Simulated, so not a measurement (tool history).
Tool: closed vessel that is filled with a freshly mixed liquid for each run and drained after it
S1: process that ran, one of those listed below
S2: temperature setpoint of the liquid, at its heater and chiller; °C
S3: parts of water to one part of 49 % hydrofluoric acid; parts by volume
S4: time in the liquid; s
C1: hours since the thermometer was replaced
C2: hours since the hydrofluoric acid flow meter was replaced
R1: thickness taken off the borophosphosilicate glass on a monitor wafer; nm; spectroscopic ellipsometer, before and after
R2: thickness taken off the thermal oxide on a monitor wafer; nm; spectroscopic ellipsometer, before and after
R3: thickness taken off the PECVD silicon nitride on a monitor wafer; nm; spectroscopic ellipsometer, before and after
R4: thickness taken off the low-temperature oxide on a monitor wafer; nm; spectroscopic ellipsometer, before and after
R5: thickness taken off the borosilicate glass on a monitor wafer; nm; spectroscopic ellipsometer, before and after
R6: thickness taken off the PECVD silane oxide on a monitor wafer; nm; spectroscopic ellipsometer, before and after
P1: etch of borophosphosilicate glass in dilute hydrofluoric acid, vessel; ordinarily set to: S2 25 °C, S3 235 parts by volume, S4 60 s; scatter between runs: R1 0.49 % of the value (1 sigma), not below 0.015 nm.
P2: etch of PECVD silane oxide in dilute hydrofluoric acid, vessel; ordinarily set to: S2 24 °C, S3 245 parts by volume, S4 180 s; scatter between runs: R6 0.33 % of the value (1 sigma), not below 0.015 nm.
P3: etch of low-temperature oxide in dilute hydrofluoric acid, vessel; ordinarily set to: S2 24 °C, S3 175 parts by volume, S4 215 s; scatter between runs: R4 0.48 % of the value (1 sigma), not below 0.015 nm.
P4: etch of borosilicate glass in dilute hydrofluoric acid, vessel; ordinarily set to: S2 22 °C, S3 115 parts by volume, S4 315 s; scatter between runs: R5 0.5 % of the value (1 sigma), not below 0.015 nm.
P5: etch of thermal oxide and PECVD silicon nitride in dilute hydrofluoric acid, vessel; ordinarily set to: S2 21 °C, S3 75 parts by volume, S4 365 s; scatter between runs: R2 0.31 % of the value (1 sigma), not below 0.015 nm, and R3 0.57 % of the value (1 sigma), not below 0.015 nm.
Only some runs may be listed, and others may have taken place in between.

run	hour	S1	S2	S3	S4	C1	C2	R1	R2	R3	R4	R5	R6
1	3.5	P1	25	235	60	1851.1	476.9	14.917					
2	8.9	P5	21	125	365	1856.5	482.3		12.418	11.169			
3	15.6	P3	24	175	405	1863.2	489				21.855		
4	20.3	P5	21	75	365	1867.9	493.7		21.899	18.333			
5	24.2	P4	22	115	315	1871.8	497.6					49.483	
# hour 27.4: thermometer replaced
6	30.5	P4	22	115	30	3.2	503.9					4.7407	
7	36.4	P4	22	205	315	9.1	509.8					25.271	
8	41.6	P5	21	75	545	14.3	515		32.781	27.31			
9	48.7	P2	24	245	30	21.4	522.1						1.9936
10	52.8	P2	24	245	180	25.5	526.2						11.828
11	56.9	P2	24	145	180	29.6	530.3						22.419
12	63.2	P1	25	85	60	35.9	536.6	49					
13	70.7	P1	31	155	60	43.4	544.1	30.897					
14	73.9	P1	25	235	60	46.6	547.3	14.924					
15	79.2	P1	25	235	30	51.9	552.6	7.4965					
16	84.8	P1	31.5	235	105	57.5	558.2	32.718					
17	92	P2	17	245	180	64.7	565.4						9.1279
18	99.1	P3	18	175	215	71.8	572.5				9.2878		
19	105.2	P1	25	235	60	77.9	578.6	14.863					
20	111.9	P1	32	235	60	84.6	585.3	18.977					
21	118.5	P5	25.5	75	365	91.2	591.9		26.302	24.9			
22	125.9	P1	25	235	60	98.6	599.3	14.984					
23	130.4	P3	24	265	215	103.1	603.8				7.0738		
24	137	P1	25	360	60	109.7	610.4	8.5206					
25	143.8	P4	17	115	315	116.5	617.2					40.972	
26	148.2	P1	20.5	235	60	120.9	621.6	12.729					
27	152.4	P5	21	75	365	125.1	625.8		21.877	18.302			
28	156.2	P3	24	175	215	128.9	629.6				11.742		
29	162.6	P1	25	235	60	135.3	636	14.977					
30	166.9	P3	24	175	215	139.6	640.3				11.694		
31	171.7	P1	25	235	60	144.4	645.1	15.014					
32	176.5	P1	25	235	115	149.2	649.9	28.692					
33	183.8	P1	25	235	60	156.5	657.2	14.904					
34	190.6	P1	25	235	60	163.3	664	14.694					
35	195.1	P1	25	235	60	167.8	668.5	14.599					
36	201.3	P1	25	235	60	174	674.7	14.462					
37	205.6	P1	25	235	60	178.3	679	14.497					
38	210.7	P1	25	235	60	183.4	684.1	14.395					
39	217.9	P1	25	235	60	190.6	691.3	14.291					
40	223.8	P1	25	235	60	196.5	697.2	14.276					
41	230.5	P1	25	235	60	203.2	703.9	14.271					
42	237.4	P1	25	235	60	210.1	710.8	14.212					
43	243.6	P1	25	235	60	216.3	717	14.09					

What P1 gives has crept off from where it sat before. The 2 causes that follow fit the log equally well, each at the size noted:
A: hydrofluoric acid flow below the setpoint (%) = 3.92
B: liquid colder than its thermometer reads (K) = 1.39
Onset of the creep was near hour 183.8.

Each of the 4 check runs below uses one wafer; its results are left as question marks. Which run tells the causes apart?
check 1	249.8	P5	21	75	365				?	?			
check 2	249.8	P4	22	115	315							?	
check 3	249.8	P3	24	175	215						?		
check 4	249.8	P2	24	245	180								?

Predicted outcomes, by check and by cause:
check	result	if A	if B
check 1	R2	20.986	20.689
check 1	R3	17.611	16.648
check 2	R5	47.525	47.027
check 3	R4	11.165	11.112
check 4	R6	11.311	11.31
Gap, in per cent, between the two causes that each check separates least, read from the result that separates them most: check 1 5.62 %; check 2 1.05 %; check 3 0.48 %; check 4 0.01 %
The other checks would show nearly matching results whichever cause is true, so check 1 is the only one that separates the causes.

Check 1 was then run and gave: R2 20.617 nm; R3 16.489 nm. Which cause is it?

It was cause B: liquid colder than its thermometer reads (K).
